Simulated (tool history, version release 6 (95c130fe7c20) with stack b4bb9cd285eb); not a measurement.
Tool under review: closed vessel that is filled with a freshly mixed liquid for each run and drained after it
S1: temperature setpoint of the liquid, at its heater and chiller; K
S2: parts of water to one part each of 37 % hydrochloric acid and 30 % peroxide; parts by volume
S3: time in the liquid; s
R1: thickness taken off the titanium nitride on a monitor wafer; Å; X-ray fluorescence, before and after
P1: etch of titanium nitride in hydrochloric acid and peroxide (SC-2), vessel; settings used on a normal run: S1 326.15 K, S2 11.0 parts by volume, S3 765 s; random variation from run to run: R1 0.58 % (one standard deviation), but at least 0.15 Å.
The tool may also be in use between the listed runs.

run   hour      S1    S2    S3        R1
  1    6.2  326.15  11.0   765  210.5000
  2   12.4  326.15  19.5   765  127.0400
  3   18.8  326.15  11.0   765  210.9200
  4   28.0  326.15  11.0   765  207.8300
  5   35.5  310.65  11.0   765   72.7190
  6   42.6  326.15  11.0    30    8.1691
  7   50.9  326.15  11.0   765  209.6800
  8   59.4  326.15  11.0  1375  379.7600
  9   65.1  326.15   4.0   765  454.8500
 10   73.6  312.15  11.0   340   35.5600
 11   79.0  312.15  11.0   395   41.6690
      82.6  -- thermometer replaced
 12   87.5  342.15  11.0   765  572.0900
 13   96.1  326.15  11.0   765  209.3700
 14  105.2  326.15  11.0   765  217.6000
 15  110.4  326.15  11.0   765  216.8500
 16  119.8  326.15  11.0   765  217.7900
 17  128.7  326.15  11.0   765  220.4700
 18  136.2  326.15  11.0   765  223.5200
 19  141.8  326.15  11.0   765  226.2600
 20  149.1  326.15  11.0   765  224.7100
 21  155.3  326.15  11.0   765  224.3400
 22  160.0  326.15  11.0   765  222.6900
 23  165.4  326.15  11.0   765  223.5400
 24  172.9  326.15  11.0   765  224.9000

P1 has crept away from where it was. The log is fitted equally well by each of these 2 causes, at the sizes shown:
A: liquid hotter than its thermometer reads (K) = 1.08
B: chemicals flow above the setpoint (%) = 8.66
The creep began at about hour 96.1.
Excluded causes, each with its reason:
peroxide weaker than its label (%): at most 8, which would move R1 by -7.4 %: too little, or the wrong way

Consider the 4 check runs below, whose results appear as question marks and each of which averages 5 wafers. Which one distinguishes the causes, in that each cause would give it a clearly different result?
check 1  180.4  341.65  11.0  1340   ?
check 2  180.4  311.65  19.0   765   ?
check 3  180.4  311.65   4.0   765   ?
check 4  180.4  326.15  17.5   200   ?

Predicted outcomes, by check and by cause:
  check  result       if A       if B
check 1      R1  1031.6000  1037.4000
check 2      R1    51.9310    51.8110
check 3      R1   181.7600   177.7100
check 4      R1    39.2140    39.3620
How far apart the two closest causes lie, in the result that separates them most: check 1 0.56 %; check 2 0.23 %; check 3 2.25 %; check 4 0.38 %
The causes can be told apart only by check 3. The other checks would give nearly the same results under each of them.

Check 3 was carried out, with these results: R1 177.6700 Å. Which of the listed causes is responsible?

It was cause B: chemicals flow above the setpoint (%).

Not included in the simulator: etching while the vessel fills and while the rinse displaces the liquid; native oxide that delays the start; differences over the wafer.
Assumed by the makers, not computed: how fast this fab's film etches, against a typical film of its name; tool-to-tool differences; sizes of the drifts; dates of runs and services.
